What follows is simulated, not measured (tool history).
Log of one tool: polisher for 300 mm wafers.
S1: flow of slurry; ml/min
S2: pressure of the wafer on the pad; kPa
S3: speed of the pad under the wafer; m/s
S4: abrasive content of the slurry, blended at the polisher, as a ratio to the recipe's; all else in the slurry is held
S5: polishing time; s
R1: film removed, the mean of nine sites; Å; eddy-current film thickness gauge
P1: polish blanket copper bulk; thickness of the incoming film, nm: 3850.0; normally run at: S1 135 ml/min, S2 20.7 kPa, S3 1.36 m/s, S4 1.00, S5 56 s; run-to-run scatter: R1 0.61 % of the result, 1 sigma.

{"run": 1, "hour": 8.4, "S1": 135, "S2": 20.7, "S3": 1.36, "S4": 1.0, "S5": 56, "R1": 6777.0}
{"run": 2, "hour": 14.3, "S1": 135, "S2": 20.7, "S3": 1.36, "S4": 1.0, "S5": 83, "R1": 10139.0}
{"run": 3, "hour": 22.9, "S1": 135, "S2": 20.7, "S3": 0.8, "S4": 1.0, "S5": 56, "R1": 4027.7}
{"run": 4, "hour": 33.2, "S1": 95, "S2": 20.7, "S3": 1.36, "S4": 1.0, "S5": 73, "R1": 8196.8}
{"run": 5, "hour": 38.2, "S1": 135, "S2": 20.7, "S3": 1.36, "S4": 0.5, "S5": 56, "R1": 5845.1}
{"run": 6, "hour": 48.6, "S1": 135, "S2": 20.7, "S3": 1.36, "S4": 1.0, "S5": 56, "R1": 6808.6}
{"run": 7, "hour": 56.3, "S1": 135, "S2": 20.7, "S3": 1.36, "S4": 1.0, "S5": 56, "R1": 6791.1}
{"run": 8, "hour": 62.7, "S1": 135, "S2": 30.3, "S3": 1.36, "S4": 1.0, "S5": 56, "R1": 9986.4}
{"run": 9, "hour": 68.2, "S1": 135, "S2": 20.7, "S3": 1.36, "S4": 1.4, "S5": 88, "R1": 11635.0}
{"run": 10, "hour": 76.4, "S1": 135, "S2": 20.7, "S3": 1.36, "S4": 1.0, "S5": 33, "R1": 4015.7}
{"run": 11, "hour": 85.3, "S1": 135, "S2": 20.7, "S3": 1.36, "S4": 1.0, "S5": 56, "R1": 6797.9}
{"run": 12, "hour": 90.4, "S1": 85, "S2": 20.7, "S3": 1.36, "S4": 1.0, "S5": 56, "R1": 6100.3}
{"run": 13, "hour": 99.6, "S1": 135, "S2": 10.3, "S3": 1.36, "S4": 1.0, "S5": 56, "R1": 3432.2}
{"run": 14, "hour": 104.6, "S1": 135, "S2": 20.7, "S3": 1.96, "S4": 1.0, "S5": 56, "R1": 9922.2}
{"run": 15, "hour": 110.9, "S1": 205, "S2": 20.7, "S3": 1.36, "S4": 1.0, "S5": 56, "R1": 7349.0}
{"run": 16, "hour": 116.6, "S1": 135, "S2": 20.7, "S3": 1.36, "S4": 1.25, "S5": 56, "R1": 7180.1}
{"run": 17, "hour": 126.2, "S1": 135, "S2": 20.7, "S3": 1.36, "S4": 1.0, "S5": 56, "R1": 6803.9}
{"run": 18, "hour": 132.1, "S1": 135, "S2": 20.7, "S3": 1.36, "S4": 1.0, "S5": 56, "R1": 6717.1}

Run 19 comes next. What will it give?
{"run": 19, "hour": 142.7, "S1": 135, "S2": 20.7, "S3": 1.36, "S4": 1.0, "S5": 56, "R1": "?"}

Run 19 gave R1 6518.8 Å.

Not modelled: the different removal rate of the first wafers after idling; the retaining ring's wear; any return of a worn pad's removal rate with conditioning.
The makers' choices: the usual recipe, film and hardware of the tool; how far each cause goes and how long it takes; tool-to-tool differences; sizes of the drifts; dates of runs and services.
